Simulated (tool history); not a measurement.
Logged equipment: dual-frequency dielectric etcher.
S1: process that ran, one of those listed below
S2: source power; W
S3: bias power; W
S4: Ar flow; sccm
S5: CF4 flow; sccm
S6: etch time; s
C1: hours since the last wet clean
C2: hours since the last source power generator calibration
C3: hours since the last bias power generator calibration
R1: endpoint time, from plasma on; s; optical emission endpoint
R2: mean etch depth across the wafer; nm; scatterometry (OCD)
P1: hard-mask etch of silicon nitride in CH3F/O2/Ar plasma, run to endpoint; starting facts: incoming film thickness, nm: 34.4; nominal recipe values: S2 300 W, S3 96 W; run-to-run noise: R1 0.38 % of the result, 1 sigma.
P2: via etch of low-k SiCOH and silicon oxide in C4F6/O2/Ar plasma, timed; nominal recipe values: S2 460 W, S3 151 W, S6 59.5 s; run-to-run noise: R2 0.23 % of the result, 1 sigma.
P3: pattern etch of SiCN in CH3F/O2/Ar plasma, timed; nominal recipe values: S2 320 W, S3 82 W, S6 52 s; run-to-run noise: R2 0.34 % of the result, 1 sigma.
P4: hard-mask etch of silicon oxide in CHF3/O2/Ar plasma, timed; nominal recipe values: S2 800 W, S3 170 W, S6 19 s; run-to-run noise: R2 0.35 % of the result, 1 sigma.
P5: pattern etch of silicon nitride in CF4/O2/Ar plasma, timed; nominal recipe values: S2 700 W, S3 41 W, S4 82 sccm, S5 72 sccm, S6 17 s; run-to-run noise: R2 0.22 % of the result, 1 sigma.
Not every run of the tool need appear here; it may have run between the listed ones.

Run 1, hour 8.7: S1 P1, S2 300 W, S3 96 W; C1 120.7; C2 1333.2; C3 3463.8. Result: R1 48.834 s.
Run 2, hour 15.6: S1 P1, S2 190 W, S3 96 W; C1 127.6; C2 1340.1; C3 3470.7. Result: R1 58.219 s.
Run 3, hour 21.3: S1 P5, S2 700 W, S3 41 W, S4 82 sccm, S5 91 sccm, S6 17 s; C1 133.3; C2 1345.8; C3 3476.4. Result: R2 41.447 nm.
Run 4, hour 33.3: S1 P1, S2 300 W, S3 96 W; C1 145.3; C2 1357.8; C3 3488.4. Result: R1 48.72 s.
Run 5, hour 44.4: S1 P2, S2 340 W, S3 151 W, S6 59.5 s; C1 156.4; C2 1368.9; C3 3499.5. Result: R2 149.51 nm.
Run 6, hour 51.3: S1 P1, S2 190 W, S3 80 W; C1 163.3; C2 1375.8; C3 3506.4. Result: R1 61.954 s.
Run 7, hour 60: S1 P4, S2 800 W, S3 170 W, S6 19 s; C1 172; C2 1384.5; C3 3515.1. Result: R2 40.604 nm.
At hour 60.2: source power generator calibrated.
Run 8, hour 70.4: S1 P2, S2 460 W, S3 213 W, S6 59.5 s; C1 182.4; C2 10.2; C3 3525.5. Result: R2 187.4 nm.
Run 9, hour 76: S1 P4, S2 540 W, S3 170 W, S6 19 s; C1 188; C2 15.8; C3 3531.1. Result: R2 34.771 nm.
Run 10, hour 86.6: S1 P1, S2 300 W, S3 96 W; C1 198.6; C2 26.4; C3 3541.7. Result: R1 48.655 s.
Run 11, hour 99: S1 P1, S2 430 W, S3 96 W; C1 211; C2 38.8; C3 3554.1. Result: R1 43.086 s.
Run 12, hour 111.2: S1 P5, S2 700 W, S3 41 W, S4 55 sccm, S5 72 sccm, S6 17 s; C1 223.2; C2 51; C3 3566.3. Result: R2 42.555 nm.
Run 13, hour 118.9: S1 P3, S2 320 W, S3 82 W, S6 31 s; C1 230.9; C2 58.7; C3 3574. Result: R2 11.189 nm.
Run 14, hour 128.8: S1 P1, S2 300 W, S3 61 W; C1 240.8; C2 68.6; C3 3583.9. Result: R1 57.598 s.
Run 15, hour 136.5: S1 P5, S2 400 W, S3 41 W, S4 82 sccm, S5 72 sccm, S6 17 s; C1 248.5; C2 76.3; C3 3591.6. Result: R2 24.814 nm.
Run 16, hour 147: S1 P3, S2 220 W, S3 82 W, S6 52 s; C1 259; C2 86.8; C3 3602.1. Result: R2 16.365 nm.
Run 17, hour 158.3: S1 P4, S2 800 W, S3 129 W, S6 19 s; C1 270.3; C2 98.1; C3 3613.4. Result: R2 37.247 nm.
Run 18, hour 164.5: S1 P3, S2 320 W, S3 82 W, S6 52 s; C1 276.5; C2 104.3; C3 3619.6. Result: R2 18.825 nm.
Run 19, hour 174.5: S1 P1, S2 300 W, S3 96 W; C1 286.5; C2 114.3; C3 3629.6. Result: R1 48.736 s.
At hour 175.3: bias power generator calibrated.
Run 20, hour 182.8: S1 P4, S2 800 W, S3 170 W, S6 19 s; C1 294.8; C2 122.6; C3 7.5. Result: R2 40.478 nm.
Run 21, hour 191.9: S1 P3, S2 320 W, S3 98 W, S6 52 s; C1 303.9; C2 131.7; C3 16.6. Result: R2 20.21 nm.
Run 22, hour 200.7: S1 P1, S2 300 W, S3 96 W; C1 312.7; C2 140.5; C3 25.4. Result: R1 48.725 s.
Run 23, hour 211.1: S1 P1, S2 300 W, S3 123 W; C1 323.1; C2 150.9; C3 35.8. Result: R1 44.487 s.
Run 24, hour 222: S1 P1, S2 300 W, S3 96 W; C1 334; C2 161.8; C3 46.7. Result: R1 49.003 s.
Run 25, hour 233.9: S1 P4, S2 800 W, S3 170 W, S6 11.5 s; C1 345.9; C2 173.7; C3 58.6. Result: R2 24.686 nm.
Run 26, hour 244.1: S1 P1, S2 430 W, S3 129 W; C1 356.1; C2 183.9; C3 68.8. Result: R1 38.566 s.
Run 27, hour 256.9: S1 P2, S2 460 W, S3 151 W, S6 59.5 s; C1 368.9; C2 196.7; C3 81.6. Result: R2 168.85 nm.
Run 28, hour 264.1: S1 P3, S2 320 W, S3 82 W, S6 52 s; C1 376.1; C2 203.9; C3 88.8. Result: R2 18.881 nm.
Run 29, hour 271.8: S1 P2, S2 460 W, S3 151 W, S6 79.5 s; C1 383.8; C2 211.6; C3 96.5. Result: R2 224.46 nm.
Run 30, hour 279.7: S1 P5, S2 700 W, S3 41 W, S4 82 sccm, S5 72 sccm, S6 9.5 s; C1 391.7; C2 219.5; C3 104.4. Result: R2 22.536 nm.
Run 31, hour 292.7: S1 P5, S2 700 W, S3 41 W, S4 82 sccm, S5 72 sccm, S6 17 s; C1 404.7; C2 232.5; C3 117.4. Result: R2 40.442 nm.
Run 32, hour 298.4: S1 P5, S2 700 W, S3 28 W, S4 82 sccm, S5 72 sccm, S6 17 s; C1 410.4; C2 238.2; C3 123.1. Result: R2 35.477 nm.
Run 33, hour 306.2: S1 P2, S2 460 W, S3 151 W, S6 59.5 s; C1 418.2; C2 246; C3 130.9. Result: R2 168.96 nm.

Expected results for the next run?
Run 34, hour 313.2: S1 P1, S2 300 W, S3 96 W; C1 425.2; C2 253; C3 137.9. Result: R1 ?.

R1: 48.607 s
